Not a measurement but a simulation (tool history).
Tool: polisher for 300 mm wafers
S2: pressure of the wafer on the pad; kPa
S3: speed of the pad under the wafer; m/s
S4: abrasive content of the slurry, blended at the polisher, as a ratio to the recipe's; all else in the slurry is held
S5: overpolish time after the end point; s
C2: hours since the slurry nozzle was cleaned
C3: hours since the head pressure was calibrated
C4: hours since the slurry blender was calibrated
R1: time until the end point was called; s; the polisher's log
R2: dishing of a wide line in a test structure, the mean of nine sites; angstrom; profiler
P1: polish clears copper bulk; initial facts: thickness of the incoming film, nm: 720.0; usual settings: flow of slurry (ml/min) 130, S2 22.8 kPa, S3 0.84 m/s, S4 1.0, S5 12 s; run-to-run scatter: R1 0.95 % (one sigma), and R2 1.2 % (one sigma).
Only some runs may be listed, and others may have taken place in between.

run 1 hour=6.8 | flow_of_slurry_(ml/min)=130 S2=22.8 S3=0.84 S4=1.0 S5=12 | wafers_polished_on_this_pad=534 C2=314.6 C3=349.2 C4=198.8 | R1=67.233 R2=563.49
run 2 hour=14.7 | flow_of_slurry_(ml/min)=130 S2=36.5 S3=0.84 S4=1.0 S5=12 | wafers_polished_on_this_pad=573 C2=322.5 C3=357.1 C4=206.7 | R1=42.113 R2=703.34
run 3 hour=20.6 | flow_of_slurry_(ml/min)=130 S2=22.8 S3=0.84 S4=1.0 S5=21 | wafers_polished_on_this_pad=601 C2=328.4 C3=363.0 C4=212.6 | R1=67.917 R2=688.92
run 4 hour=32.7 | flow_of_slurry_(ml/min)=80 S2=22.8 S3=0.84 S4=1.0 S5=12 | wafers_polished_on_this_pad=660 C2=340.5 C3=375.1 C4=224.7 | R1=74.708 R2=533.26
run 5 hour=39.2 | flow_of_slurry_(ml/min)=90 S2=22.8 S3=0.84 S4=1.0 S5=19 | wafers_polished_on_this_pad=692 C2=347.0 C3=381.6 C4=231.2 | R1=74.221 R2=654.25
run 6 hour=46.3 | flow_of_slurry_(ml/min)=130 S2=22.8 S3=1.20 S4=1.0 S5=12 | wafers_polished_on_this_pad=726 C2=354.1 C3=388.7 C4=238.3 | R1=47.452 R2=637.64
run 7 hour=52.0 | flow_of_slurry_(ml/min)=130 S2=22.8 S3=0.84 S4=1.0 S5=12 | wafers_polished_on_this_pad=754 C2=359.8 C3=394.4 C4=244.0 | R1=66.791 R2=564.27
run 8 hour=60.1 | flow_of_slurry_(ml/min)=130 S2=22.8 S3=0.52 S4=1.0 S5=12 | wafers_polished_on_this_pad=794 C2=367.9 C3=402.5 C4=252.1 | R1=108.330 R2=425.51
run 9 hour=71.6 | flow_of_slurry_(ml/min)=130 S2=14.5 S3=0.84 S4=1.0 S5=12 | wafers_polished_on_this_pad=849 C2=379.4 C3=414.0 C4=263.6 | R1=103.780 R2=423.90
run 10 hour=80.3 | flow_of_slurry_(ml/min)=130 S2=22.8 S3=0.84 S4=1.0 S5=12 | wafers_polished_on_this_pad=892 C2=388.1 C3=422.7 C4=272.3 | R1=67.181 R2=572.63
run 11 hour=92.8 | flow_of_slurry_(ml/min)=130 S2=22.8 S3=0.84 S4=1.5 S5=12 | wafers_polished_on_this_pad=953 C2=400.6 C3=435.2 C4=284.8 | R1=61.163 R2=590.39
run 12 hour=100.5 | flow_of_slurry_(ml/min)=130 S2=22.8 S3=0.84 S4=1.0 S5=12 | wafers_polished_on_this_pad=990 C2=408.3 C3=442.9 C4=292.5 | R1=66.589 R2=575.59
run 13 hour=111.9 | flow_of_slurry_(ml/min)=180 S2=22.8 S3=0.62 S4=1.0 S5=12 | wafers_polished_on_this_pad=1046 C2=419.7 C3=454.3 C4=303.9 | R1=85.526 R2=489.18
run 14 hour=124.1 | flow_of_slurry_(ml/min)=130 S2=22.8 S3=0.84 S4=1.0 S5=12 | wafers_polished_on_this_pad=1105 C2=431.9 C3=466.5 C4=316.1 | R1=65.983 R2=561.15
run 15 hour=135.2 | flow_of_slurry_(ml/min)=130 S2=22.8 S3=0.84 S4=1.0 S5=6 | wafers_polished_on_this_pad=1159 C2=443.0 C3=477.6 C4=327.2 | R1=66.528 R2=369.38
run 16 hour=142.4 | flow_of_slurry_(ml/min)=130 S2=22.8 S3=0.84 S4=0.5 S5=12 | wafers_polished_on_this_pad=1194 C2=450.2 C3=484.8 C4=334.4 | R1=77.690 R2=525.52
run 17 hour=152.9 | flow_of_slurry_(ml/min)=130 S2=22.8 S3=0.84 S4=1.0 S5=12 | wafers_polished_on_this_pad=1245 C2=460.7 C3=495.3 C4=344.9 | R1=66.290 R2=565.53
run 18 hour=160.7 | flow_of_slurry_(ml/min)=130 S2=22.8 S3=0.84 S4=1.0 S5=12 | wafers_polished_on_this_pad=1283 C2=468.5 C3=503.1 C4=352.7 | R1=66.665 R2=563.31
run 19 hour=167.0 | flow_of_slurry_(ml/min)=130 S2=10.3 S3=0.84 S4=1.0 S5=21 | wafers_polished_on_this_pad=1313 C2=474.8 C3=509.4 C4=359.0 | R1=147.990 R2=462.95
run 20 hour=178.6 | flow_of_slurry_(ml/min)=200 S2=22.8 S3=0.84 S4=1.0 S5=12 | wafers_polished_on_this_pad=1370 C2=486.4 C3=521.0 C4=370.6 | R1=61.528 R2=578.99
run 21 hour=186.5 | flow_of_slurry_(ml/min)=130 S2=22.8 S3=0.84 S4=1.0 S5=12 | wafers_polished_on_this_pad=1408 C2=494.3 C3=528.9 C4=378.5 | R1=67.249 R2=561.03
run 22 hour=198.8 | flow_of_slurry_(ml/min)=130 S2=22.8 S3=0.84 S4=1.0 S5=12 | wafers_polished_on_this_pad=1468 C2=506.6 C3=541.2 C4=390.8 | R1=69.798 R2=537.63
run 23 hour=207.4 | flow_of_slurry_(ml/min)=130 S2=22.8 S3=0.84 S4=1.0 S5=12 | wafers_polished_on_this_pad=1510 C2=515.2 C3=549.8 C4=399.4 | R1=71.825 R2=542.07
run 24 hour=214.4 | flow_of_slurry_(ml/min)=130 S2=22.8 S3=0.84 S4=1.0 S5=12 | wafers_polished_on_this_pad=1544 C2=522.2 C3=556.8 C4=406.4 | R1=73.364 R2=525.00
-- hour=219.4 slurry blender recalibrated
run 25 hour=220.8 | flow_of_slurry_(ml/min)=130 S2=22.8 S3=0.84 S4=1.0 S5=12 | wafers_polished_on_this_pad=1575 C2=528.6 C3=563.2 C4=1.5 | R1=74.109 R2=531.00

Estimate the outcome of run 26 from the log above:
-- hour=222.3 head pressure recalibrated
run 26 hour=227.9 | flow_of_slurry_(ml/min)=130 S2=22.8 S3=0.84 S4=1.0 S5=12 | wafers_polished_on_this_pad=1610 C2=535.7 C3=5.6 C4=8.6 | R1=? R2=?

Run 26 came out at R1 74.385 s, R2 537.69 angstrom.

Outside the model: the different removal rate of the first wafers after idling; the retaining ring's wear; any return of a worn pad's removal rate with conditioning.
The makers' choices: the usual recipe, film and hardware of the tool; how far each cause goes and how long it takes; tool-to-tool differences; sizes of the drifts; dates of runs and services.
